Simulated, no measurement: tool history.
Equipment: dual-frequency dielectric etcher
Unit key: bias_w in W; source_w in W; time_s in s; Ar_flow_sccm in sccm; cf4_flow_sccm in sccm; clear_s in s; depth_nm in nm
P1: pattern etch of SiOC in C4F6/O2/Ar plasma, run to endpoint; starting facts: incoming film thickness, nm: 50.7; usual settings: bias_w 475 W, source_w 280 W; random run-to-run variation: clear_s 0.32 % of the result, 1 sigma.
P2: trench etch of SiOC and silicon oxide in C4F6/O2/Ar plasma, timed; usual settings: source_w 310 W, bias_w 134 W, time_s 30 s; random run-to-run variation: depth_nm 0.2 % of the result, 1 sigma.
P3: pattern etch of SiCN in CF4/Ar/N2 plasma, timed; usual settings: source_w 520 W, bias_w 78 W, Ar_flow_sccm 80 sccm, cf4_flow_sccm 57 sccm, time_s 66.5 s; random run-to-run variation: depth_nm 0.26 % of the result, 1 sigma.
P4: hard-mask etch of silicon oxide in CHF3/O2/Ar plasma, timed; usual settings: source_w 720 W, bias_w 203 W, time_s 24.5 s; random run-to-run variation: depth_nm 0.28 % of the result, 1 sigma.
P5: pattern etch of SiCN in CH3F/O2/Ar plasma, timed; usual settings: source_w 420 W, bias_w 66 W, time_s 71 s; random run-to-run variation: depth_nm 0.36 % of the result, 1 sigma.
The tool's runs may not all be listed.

run    day  process  bias_w  source_w  time_s  Ar_flow_sccm  cf4_flow_sccm  hours since the last wet clean  hours since the last bias power generator calibration  hours since the last source power generator calibration  clear_s  depth_nm
  1  0.196       P1     475       280                                                                388.6                                                 1157.3                                                   2069.9    19.58
  2  0.358       P4     203       720    24.5                                                        392.5                                                 1161.2                                                   2073.8             54.275
  3  0.662       P3      78       520      95            80             57                           399.8                                                 1168.5                                                   2081.1             92.238
  4  0.871       P3      78       520    66.5            80             57                           404.8                                                 1173.5                                                   2086.1             64.547
  5  1.146       P4     203       860    24.5                                                        411.4                                                 1180.1                                                   2092.7             57.728
  6  1.392       P3      93       520    66.5            80             57                           417.3                                                   1186                                                   2098.6             68.708
  7  1.579       P3      78       520    66.5            80             74                           421.8                                                 1190.5                                                   2103.1             67.045
  8   1.85       P1     475       200                                                                428.3                                                   1197                                                   2109.6   22.168
  9    2.1       P2     102       310      30                                                        434.3                                                   1203                                                   2115.6             45.586
 10  2.325       P1     475       280                                                                439.7                                                 1208.4                                                     2121    19.64
 11  2.512       P1     329       280                                                                444.2                                                 1212.9                                                   2125.5   22.501
 12    2.8       P1     475       280                                                                451.1                                                 1219.8                                                   2132.4   19.544
 13  2.962       P2     134       310    20.5                                                          455                                                 1223.7                                                   2136.3             33.763
 14  3.108       P5      66       420    96.5                                                        458.5                                                 1227.2                                                   2139.8             36.306
 15  3.288       P2     134       240      30                                                        462.8                                                 1231.5                                                   2144.1             44.625
 16  3.438       P1     475       280                                                                466.4                                                 1235.1                                                   2147.7   19.612
 17  3.696       P2     134       310      30                                                        472.6                                                 1241.3                                                   2153.9             49.504
     3.825  -- source power generator calibrated
 18    3.9       P1     654       280                                                                477.5                                                 1246.2                                                      1.8   17.346
 19  4.104       P4     203       720    15.5                                                        482.4                                                 1251.1                                                      6.7             34.063
 20  4.392       P3      78       520    66.5            51             57                           489.3                                                   1258                                                     13.6             69.086
 21  4.696       P1     475       280                                                                496.6                                                 1265.3                                                     20.9   19.532
     4.733  -- wet clean of the chamber
 22      5       P1     365       180                                                                  6.5                                                 1272.6                                                     28.2   25.567
 23   5.25       P5      66       330      71                                                         12.5                                                 1278.6                                                     34.2             24.382
 24  5.467       P1     475       380                                                                 17.7                                                 1283.8                                                     39.4   17.642
 25  5.733       P1     475       280                                                                 24.1                                                 1290.2                                                     45.8   19.649
 26  5.942       P5      66       420      71                                                         29.1                                                 1295.2                                                     50.8             26.452
 27  6.212       P3      78       710    66.5            80             57                            35.6                                                 1301.7                                                     57.3             84.987
 28  6.521       P5      66       420      71                                                           43                                                 1309.1                                                     64.7             26.696
 29  6.804       P5      50       420      71                                                         49.8                                                 1315.9                                                     71.5             24.256
 30  6.975       P4     132       720    24.5                                                         53.9                                                   1320                                                     75.6             47.211
 31  7.271       P1     475       280                                                                   61                                                 1327.1                                                     82.7   19.686
 32  7.425       P1     475       280                                                                 64.7                                                 1330.8                                                     86.4   19.581
 33  7.621       P1     475       280                                                                 69.4                                                 1335.5                                                     91.1   19.473
 34  7.825       P1     475       280                                                                 74.3                                                 1340.4                                                       96   19.393
     7.892  -- wet clean of the chamber
 35  8.092       P1     475       280                                                                  4.8                                                 1346.8                                                    102.4   19.336
 36  8.346       P1     475       280                                                                 10.9                                                 1352.9                                                    108.5   19.352
 37  8.625       P1     475       280                                                                 17.6                                                 1359.6                                                    115.2   19.294
 38  8.908       P1     475       280                                                                 24.4                                                 1366.4                                                      122   19.254

What P1 gives has crept off from where it sat before. The 2 causes that follow fit the log equally well, each at the size noted:
A: bias power that arrives over what is set, % = 4.35
B: source power that arrives over what is set, % = 4.48
Onset of the creep was near day 7.271.
Ruled out, with reasons:
chamber walls in a state that raises the etch rate, %: was serviced at day 7.892, once the creep was under way, yet the earlier output never came back

Below are 4 check runs, each on a single wafer, with their results shown as question marks. Which of them would tell the listed causes apart, meaning the causes would give clearly different results under it?
check 1  9.192       P2     134       310      30                                                                                                                                                                                               ?
check 2  9.192       P4     203       720    24.5                                                                                                                                                                                               ?
check 3  9.192       P5      66       420      71                                                                                                                                                                                               ?
check 4  9.192       P3      78       520    66.5            80             57                                                                                                                                                                  ?

Predicted outcomes, by check and by cause:
  check    result    if A    if B
check 1  depth_nm  50.061  50.279
check 2  depth_nm  54.864  54.984
check 3  depth_nm  27.053  27.102
check 4  depth_nm  65.577  67.143
Smallest distance between any two causes, each pair judged by its most separating result, in per cent: check 1 0.44 %; check 2 0.22 %; check 3 0.18 %; check 4 2.36 %
Check 4 tells the causes apart: in the others they would give nearly the same result.

Here is what check 4 returned: depth_nm 66.903 nm. Which cause is it?

It was cause B: source power that arrives over what is set, %.

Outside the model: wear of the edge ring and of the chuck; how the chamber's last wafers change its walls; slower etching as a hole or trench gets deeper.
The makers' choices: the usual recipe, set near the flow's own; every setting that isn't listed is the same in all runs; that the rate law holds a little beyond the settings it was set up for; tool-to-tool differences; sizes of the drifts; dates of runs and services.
